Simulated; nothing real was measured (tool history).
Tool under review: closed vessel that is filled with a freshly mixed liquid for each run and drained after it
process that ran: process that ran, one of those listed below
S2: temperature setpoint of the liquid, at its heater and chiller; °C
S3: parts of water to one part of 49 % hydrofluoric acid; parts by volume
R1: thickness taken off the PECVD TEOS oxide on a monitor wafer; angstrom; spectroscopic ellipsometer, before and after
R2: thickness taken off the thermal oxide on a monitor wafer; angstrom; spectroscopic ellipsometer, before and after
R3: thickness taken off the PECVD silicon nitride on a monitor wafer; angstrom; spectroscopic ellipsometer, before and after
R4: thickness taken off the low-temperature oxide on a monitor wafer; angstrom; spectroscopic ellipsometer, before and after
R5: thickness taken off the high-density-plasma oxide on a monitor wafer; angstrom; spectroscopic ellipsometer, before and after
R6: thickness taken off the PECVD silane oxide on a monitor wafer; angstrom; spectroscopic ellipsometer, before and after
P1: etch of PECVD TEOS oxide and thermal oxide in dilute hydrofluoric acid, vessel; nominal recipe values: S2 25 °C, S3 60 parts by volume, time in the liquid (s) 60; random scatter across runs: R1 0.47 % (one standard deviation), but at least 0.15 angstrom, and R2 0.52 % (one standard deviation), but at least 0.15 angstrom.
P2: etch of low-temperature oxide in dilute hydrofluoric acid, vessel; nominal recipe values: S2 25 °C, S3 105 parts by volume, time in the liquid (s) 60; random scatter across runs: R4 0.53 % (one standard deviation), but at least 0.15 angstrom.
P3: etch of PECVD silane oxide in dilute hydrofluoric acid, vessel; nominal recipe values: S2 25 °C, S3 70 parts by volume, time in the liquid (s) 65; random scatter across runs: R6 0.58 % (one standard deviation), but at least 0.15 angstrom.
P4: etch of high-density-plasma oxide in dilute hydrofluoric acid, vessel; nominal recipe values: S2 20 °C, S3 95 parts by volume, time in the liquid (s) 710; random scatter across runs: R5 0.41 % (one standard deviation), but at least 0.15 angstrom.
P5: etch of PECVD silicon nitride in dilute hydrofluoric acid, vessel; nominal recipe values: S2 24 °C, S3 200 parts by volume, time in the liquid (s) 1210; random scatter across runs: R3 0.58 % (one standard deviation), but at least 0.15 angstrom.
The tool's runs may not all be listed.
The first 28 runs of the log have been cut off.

{"run": 29, "hour": 363.5, "process that ran": "P3", "S2": 25, "S3": 100, "time in the liquid (s)": 65, "R6": 99.995}
{"run": 30, "hour": 377.9, "process that ran": "P4", "S2": 20, "S3": 95, "time in the liquid (s)": 710, "R5": 327.25}
{"run": 31, "hour": 389.5, "process that ran": "P1", "S2": 19, "S3": 60, "time in the liquid (s)": 30, "R1": 123.27, "R2": 19.402}
{"run": 32, "hour": 408.0, "process that ran": "P1", "S2": 25, "S3": 60, "time in the liquid (s)": 60, "R1": 317.14, "R2": 49.42}
{"run": 33, "hour": 419.0, "process that ran": "P1", "S2": 25, "S3": 60, "time in the liquid (s)": 60, "R1": 306.69, "R2": 48.496}
{"run": 34, "hour": 437.6, "process that ran": "P1", "S2": 25, "S3": 60, "time in the liquid (s)": 60, "R1": 298.18, "R2": 46.714}
{"run": 35, "hour": 449.0, "process that ran": "P1", "S2": 25, "S3": 60, "time in the liquid (s)": 60, "R1": 296.11, "R2": 45.796}
{"run": 36, "hour": 460.7, "process that ran": "P1", "S2": 25, "S3": 60, "time in the liquid (s)": 60, "R1": 294.29, "R2": 45.991}
{"run": 37, "hour": 472.5, "process that ran": "P1", "S2": 25, "S3": 60, "time in the liquid (s)": 60, "R1": 292.38, "R2": 45.545}
{"run": 38, "hour": 485.1, "process that ran": "P1", "S2": 25, "S3": 60, "time in the liquid (s)": 60, "R1": 291.26, "R2": 45.818}
{"run": 39, "hour": 495.9, "process that ran": "P1", "S2": 25, "S3": 60, "time in the liquid (s)": 60, "R1": 288.58, "R2": 45.424}

Run 40 is up next; what results do you expect?
{"run": 40, "hour": 514.0, "process that ran": "P1", "S2": 25, "S3": 60, "time in the liquid (s)": 60, "R1": "?", "R2": "?"}

R1: 291.88 angstrom
R2: 45.535 angstrom
